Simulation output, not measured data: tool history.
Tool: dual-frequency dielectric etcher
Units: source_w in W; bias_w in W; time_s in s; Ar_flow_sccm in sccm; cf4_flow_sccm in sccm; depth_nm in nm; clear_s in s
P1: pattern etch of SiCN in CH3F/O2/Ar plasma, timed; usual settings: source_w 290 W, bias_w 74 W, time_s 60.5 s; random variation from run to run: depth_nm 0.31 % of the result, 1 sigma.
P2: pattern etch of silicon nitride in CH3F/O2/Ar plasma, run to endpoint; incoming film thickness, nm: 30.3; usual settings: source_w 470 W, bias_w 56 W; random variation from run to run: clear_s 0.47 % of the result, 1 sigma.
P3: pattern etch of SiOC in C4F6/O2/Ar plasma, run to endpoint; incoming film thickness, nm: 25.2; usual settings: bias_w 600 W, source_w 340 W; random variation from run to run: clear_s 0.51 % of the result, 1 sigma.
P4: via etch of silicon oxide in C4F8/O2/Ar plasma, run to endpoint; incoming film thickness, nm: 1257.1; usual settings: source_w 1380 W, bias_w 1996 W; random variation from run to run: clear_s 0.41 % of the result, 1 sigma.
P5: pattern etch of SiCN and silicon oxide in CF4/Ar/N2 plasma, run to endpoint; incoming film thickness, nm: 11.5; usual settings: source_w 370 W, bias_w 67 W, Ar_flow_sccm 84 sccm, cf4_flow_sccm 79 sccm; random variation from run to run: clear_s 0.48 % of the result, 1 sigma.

run,hour,process,source_w,bias_w,time_s,Ar_flow_sccm,cf4_flow_sccm,hours since the last wet clean,hours since the last source power generator calibration,hours since the last bias power generator calibration,depth_nm,clear_s
1,11.4,P1,290,74,60.5,,,77.7,1897.1,2083.1,20.912,
2,18.2,P5,370,67,,84,79,84.5,1903.9,2089.9,,15.5810
3,25.7,P4,1380,1996,,,,92.0,1911.4,2097.4,,286.6400
4,38.6,P3,210,600,,,,104.9,1924.3,2110.3,,9.7838
5,50.0,P1,290,74,41.0,,,116.3,1935.7,2121.7,14.152,
6,58.9,P5,370,67,,84,98,125.2,1944.6,2130.6,,15.1360
7,65.9,P5,370,40,,84,79,132.2,1951.6,2137.6,,18.1340
8,74.2,P1,290,104,60.5,,,140.5,1959.9,2145.9,23.645,
9,83.2,P5,370,67,,115,79,149.5,1968.9,2154.9,,16.2480
# hour 85.6: wet clean of the chamber
10,92.2,P5,460,67,,84,79,6.6,1977.9,2163.9,,12.8890
11,104.4,P1,290,74,60.5,,,18.8,1990.1,2176.1,20.975,
12,115.2,P2,470,56,,,,29.6,2000.9,2186.9,,45.7300
13,126.1,P1,290,62,86.5,,,40.5,2011.8,2197.8,28.037,
14,133.6,P2,470,74,,,,48.0,2019.3,2205.3,,41.5370
15,141.5,P2,380,56,,,,55.9,2027.2,2213.2,,49.1600
16,148.8,P4,1380,1277,,,,63.2,2034.5,2220.5,,325.8200
17,157.5,P1,290,46,60.5,,,71.9,2043.2,2229.2,17.635,
18,164.4,P1,370,74,60.5,,,78.8,2050.1,2236.1,22.856,
19,171.0,P1,190,100,60.5,,,85.4,2056.7,2242.7,19.976,
20,180.9,P1,290,74,60.5,,,95.3,2066.6,2252.6,20.851,
21,190.8,P4,1730,1996,,,,105.2,2076.5,2262.5,,262.5600
22,197.2,P1,290,74,60.5,,,111.6,2082.9,2268.9,20.914,
23,209.8,P1,210,74,88.5,,,124.2,2095.5,2281.5,27.061,
24,216.2,P1,290,74,60.5,,,130.6,2101.9,2287.9,20.854,
25,227.8,P1,290,74,81.5,,,142.2,2113.5,2299.5,28.004,
26,237.4,P3,340,777,,,,151.8,2123.1,2309.1,,7.4803
27,246.8,P3,340,600,,,,161.2,2132.5,2318.5,,8.2988
28,259.7,P1,290,74,60.5,,,174.1,2145.4,2331.4,20.782,
29,269.4,P1,230,74,60.5,,,183.8,2155.1,2341.1,19.053,
30,277.1,P1,290,74,60.5,,,191.5,2162.8,2348.8,20.844,
31,283.7,P1,290,74,60.5,,,198.1,2169.4,2355.4,20.927,
32,292.8,P1,290,74,60.5,,,207.2,2178.5,2364.5,21.055,
33,302.5,P1,290,74,60.5,,,216.9,2188.2,2374.2,21.087,
# hour 310.5: wet clean of the chamber
34,310.7,P1,290,74,60.5,,,0.2,2196.4,2382.4,21.111,
35,323.2,P1,290,74,60.5,,,12.7,2208.9,2394.9,21.110,
36,331.2,P1,290,74,60.5,,,20.7,2216.9,2402.9,21.201,
37,343.3,P1,290,74,60.5,,,32.8,2229.0,2415.0,21.288,
38,352.3,P1,290,74,60.5,,,41.8,2238.0,2424.0,21.191,
39,363.6,P1,290,74,60.5,,,53.1,2249.3,2435.3,21.194,

What P1 gives has crept away from where it was. These 2 causes fit the log equally well, each at the size given:
A: source power that arrives over what is set, % = 4.84
B: bias power that arrives over what is set, % = 4.94
The creep began at about hour 277.1.
Why every other cause is out:
chamber walls in a state that raises the etch rate, %: serviced at hour 310.5, which brought nothing back

4 check runs are offered, each on 2 wafers whose results are averaged, their results left as question marks. Which one tells the causes apart?
check 1,374.9,P3,340,600,,,,,,,,?
check 2,374.9,P2,470,56,,,,,,,,?
check 3,374.9,P4,1380,1996,,,,,,,,?
check 4,374.9,P5,370,67,,84,79,,,,,?

What each check would give under each cause:
check,result,if A,if B
check 1,clear_s,8.1449,8.1336
check 2,clear_s,44.6410,44.7710
check 3,clear_s,282.8800,284.1500
check 4,clear_s,14.9460,15.3440
How far apart the two closest causes lie, in the result that separates them most: check 1 0.14 %; check 2 0.29 %; check 3 0.45 %; check 4 2.63 %
Only check 4 tells the causes apart: in the others they would give nearly the same result.

Check 4 was then run and gave: clear_s 14.9530 s. Which cause is it?

It is A: source power that arrives over what is set, %.
